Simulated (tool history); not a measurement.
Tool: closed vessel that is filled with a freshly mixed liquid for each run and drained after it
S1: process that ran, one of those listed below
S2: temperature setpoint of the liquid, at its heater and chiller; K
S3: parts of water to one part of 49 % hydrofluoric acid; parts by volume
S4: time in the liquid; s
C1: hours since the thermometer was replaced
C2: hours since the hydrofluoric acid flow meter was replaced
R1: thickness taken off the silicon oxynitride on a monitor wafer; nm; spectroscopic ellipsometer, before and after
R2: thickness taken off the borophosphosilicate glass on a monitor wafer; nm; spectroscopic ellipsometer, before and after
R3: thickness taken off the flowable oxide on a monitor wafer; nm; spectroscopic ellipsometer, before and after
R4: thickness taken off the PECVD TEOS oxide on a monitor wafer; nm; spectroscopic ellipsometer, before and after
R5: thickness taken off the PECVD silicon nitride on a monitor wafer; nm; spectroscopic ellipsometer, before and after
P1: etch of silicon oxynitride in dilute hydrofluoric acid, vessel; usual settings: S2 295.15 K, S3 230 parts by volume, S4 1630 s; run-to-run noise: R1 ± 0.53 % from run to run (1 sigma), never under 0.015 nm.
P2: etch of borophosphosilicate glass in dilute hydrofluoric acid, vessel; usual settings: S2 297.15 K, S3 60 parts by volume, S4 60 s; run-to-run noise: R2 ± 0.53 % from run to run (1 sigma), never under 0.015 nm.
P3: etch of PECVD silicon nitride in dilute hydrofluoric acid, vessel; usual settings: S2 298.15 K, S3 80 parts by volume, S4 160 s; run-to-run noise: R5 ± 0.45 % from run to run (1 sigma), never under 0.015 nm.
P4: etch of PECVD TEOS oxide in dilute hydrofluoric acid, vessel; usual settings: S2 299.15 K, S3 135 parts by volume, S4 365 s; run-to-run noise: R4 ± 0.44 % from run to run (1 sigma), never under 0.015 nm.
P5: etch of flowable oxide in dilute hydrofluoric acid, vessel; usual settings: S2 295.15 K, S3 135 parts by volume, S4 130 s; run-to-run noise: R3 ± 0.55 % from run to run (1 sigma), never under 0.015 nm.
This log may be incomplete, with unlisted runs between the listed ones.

| run | hour | S1 | S2 | S3 | S4 | C1 | C2 | R1 | R2 | R3 | R4 | R5 |
|---|---|---|---|---|---|---|---|---|---|---|---|---|
| 1 | 17.7 | P1 | 295.15 | 230 | 1630 | 797.2 | 1084.1 | 19.9580 |  |  |  |  |
| 2 | 33.9 | P2 | 297.15 | 60 | 95 | 813.4 | 1100.3 |  | 98.502 |  |  |  |
| 3 | 53.0 | P5 | 295.15 | 30 | 130 | 832.5 | 1119.4 |  |  | 118.090 |  |  |
| 4 | 65.3 | P4 | 304.15 | 135 | 365 | 844.8 | 1131.7 |  |  |  | 47.456 |  |
| 5 | 77.1 | P5 | 295.15 | 135 | 225 | 856.6 | 1143.5 |  |  | 40.358 |  |  |
| 6 | 92.3 | P4 | 299.15 | 45 | 365 | 871.8 | 1158.7 |  |  |  | 133.400 |  |
| 7 | 110.2 | P1 | 295.15 | 230 | 1630 | 889.7 | 1176.6 | 20.0010 |  |  |  |  |
| 8 | 125.1 | P3 | 290.65 | 80 | 160 | 904.6 | 1191.5 |  |  |  |  | 7.3914 |
| 9 | 139.4 | P3 | 298.15 | 80 | 160 | 918.9 | 1205.8 |  |  |  |  | 12.5220 |
| 10 | 155.9 | P1 | 295.15 | 230 | 1630 | 935.4 | 1222.3 | 19.9820 |  |  |  |  |
| 11 | 173.9 | P1 | 295.15 | 135 | 1630 | 953.4 | 1240.3 | 36.4870 |  |  |  |  |
| 12 | 183.6 | P1 | 290.15 | 120 | 1630 | 963.1 | 1250.0 | 32.4010 |  |  |  |  |
| 13 | 202.5 | P1 | 295.15 | 230 | 700 | 982.0 | 1268.9 | 8.5923 |  |  |  |  |
| 14 | 217.7 | P2 | 291.65 | 60 | 60 | 997.2 | 1284.1 |  | 49.895 |  |  |  |
| 15 | 235.2 | P4 | 299.15 | 135 | 365 | 1014.7 | 1301.6 |  |  |  | 39.217 |  |
| 16 | 244.7 | P1 | 295.15 | 230 | 1630 | 1024.2 | 1311.1 | 20.0060 |  |  |  |  |
| 17 | 261.2 | P3 | 298.15 | 130 | 160 | 1040.7 | 1327.6 |  |  |  |  | 7.7109 |
| 18 | 273.4 | P1 | 290.15 | 230 | 2440 | 1052.9 | 1339.8 | 23.8290 |  |  |  |  |
|  | 278.5 | thermometer replaced |
| 19 | 292.1 | P4 | 299.15 | 135 | 150 | 13.7 | 1358.5 |  |  |  | 16.225 |  |
| 20 | 304.0 | P5 | 295.15 | 135 | 130 | 25.6 | 1370.4 |  |  | 23.239 |  |  |
| 21 | 313.8 | P2 | 297.15 | 60 | 60 | 35.4 | 1380.2 |  | 61.755 |  |  |  |
| 22 | 330.3 | P5 | 295.15 | 135 | 130 | 51.9 | 1396.7 |  |  | 23.419 |  |  |
| 23 | 349.5 | P2 | 297.15 | 60 | 60 | 71.1 | 1415.9 |  | 61.978 |  |  |  |
| 24 | 360.1 | P5 | 290.15 | 135 | 130 | 81.7 | 1426.5 |  |  | 18.910 |  |  |
| 25 | 373.2 | P1 | 300.65 | 230 | 1630 | 94.8 | 1439.6 | 25.5730 |  |  |  |  |
| 26 | 385.2 | P1 | 295.15 | 230 | 1630 | 106.8 | 1451.6 | 19.9820 |  |  |  |  |
| 27 | 395.0 | P1 | 295.15 | 415 | 1630 | 116.6 | 1461.4 | 9.7780 |  |  |  |  |
| 28 | 410.2 | P3 | 298.15 | 80 | 245 | 131.8 | 1476.6 |  |  |  |  | 18.9750 |

Run 29 has not been measured yet. What should we expect?
| 29 | 427.1 | P1 | 295.15 | 230 | 2825 | 148.7 | 1493.5 | ? |  |  |  |  |

{"run 29": {"R1": 34.598}}
